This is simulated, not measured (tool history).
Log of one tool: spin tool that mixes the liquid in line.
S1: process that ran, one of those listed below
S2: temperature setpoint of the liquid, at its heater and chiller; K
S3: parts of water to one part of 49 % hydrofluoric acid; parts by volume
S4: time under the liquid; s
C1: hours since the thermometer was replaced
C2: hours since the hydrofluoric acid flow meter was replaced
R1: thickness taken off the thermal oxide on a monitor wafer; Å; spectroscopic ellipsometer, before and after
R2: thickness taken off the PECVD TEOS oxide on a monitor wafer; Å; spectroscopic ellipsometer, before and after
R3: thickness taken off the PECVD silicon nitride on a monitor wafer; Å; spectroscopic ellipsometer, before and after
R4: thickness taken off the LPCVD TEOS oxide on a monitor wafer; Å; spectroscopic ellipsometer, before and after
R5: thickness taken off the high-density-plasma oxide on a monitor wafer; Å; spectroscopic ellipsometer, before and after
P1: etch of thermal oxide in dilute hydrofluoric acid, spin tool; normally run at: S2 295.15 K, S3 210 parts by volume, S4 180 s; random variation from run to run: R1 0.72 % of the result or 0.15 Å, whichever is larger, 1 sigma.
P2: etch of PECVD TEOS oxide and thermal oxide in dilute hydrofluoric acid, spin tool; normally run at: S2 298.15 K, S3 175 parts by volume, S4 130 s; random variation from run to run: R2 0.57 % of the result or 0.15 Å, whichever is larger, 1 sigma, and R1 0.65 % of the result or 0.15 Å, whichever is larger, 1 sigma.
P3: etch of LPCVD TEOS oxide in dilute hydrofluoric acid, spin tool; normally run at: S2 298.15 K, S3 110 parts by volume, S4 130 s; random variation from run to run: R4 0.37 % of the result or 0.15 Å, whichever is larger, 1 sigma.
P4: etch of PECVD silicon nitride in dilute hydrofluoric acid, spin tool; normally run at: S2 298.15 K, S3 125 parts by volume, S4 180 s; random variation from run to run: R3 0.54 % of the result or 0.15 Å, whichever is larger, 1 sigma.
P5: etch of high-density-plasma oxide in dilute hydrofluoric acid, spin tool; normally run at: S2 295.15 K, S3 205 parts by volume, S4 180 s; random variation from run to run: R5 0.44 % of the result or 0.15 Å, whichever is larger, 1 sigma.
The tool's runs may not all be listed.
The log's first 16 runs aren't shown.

run	hour	S1	S2	S3	S4	C1	C2	R1	R2	R3	R4	R5
17	58.8	P4	298.15	125	260	1016.6	262.2			75.596		
18	62.3	P1	302.65	210	180	1020.1	265.7	43.8810				
19	66.5	P2	290.65	175	130	1024.3	269.9	27.0430	61.9790			
20	68.9	P3	298.15	110	130	1026.7	272.3				288.15	
21	73.1	P3	298.15	110	65	1030.9	276.5				144.29	
22	75.8	P5	295.15	55	180	1033.6	279.2					296.770
23	79.3	P1	290.15	210	180	1037.1	282.7	28.0690				
24	83.9	P4	298.15	195	180	1041.7	287.3			33.240		
25	88.4	P1	295.15	80	180	1046.2	291.8	103.5900				
26	90.7	P1	295.15	210	180	1048.5	294.1	33.7970				
27	92.9	P1	295.15	210	180	1050.7	296.3	33.7950				
28	96.7	P3	298.15	110	130	1054.5	300.1				287.89	
29	100.5	P5	300.15	205	180	1058.3	303.9					80.630
30	103.6	P1	295.15	210	270	1061.4	307.0	51.7380				
31	106.8	P2	298.15	175	15	1064.6	310.2	4.3631	9.6597			
32	110.8	P1	295.15	210	180	1068.6	314.2	33.9720				
33	114.0	P1	295.15	210	180	1071.8	317.4	32.5990				
34	117.5	P1	295.15	210	180	1075.3	320.9	32.4510				

Forecast run 35:
35	121.2	P1	295.15	210	180	1079.0	324.6	?				

Run 35 gave R1 31.7540 Å.
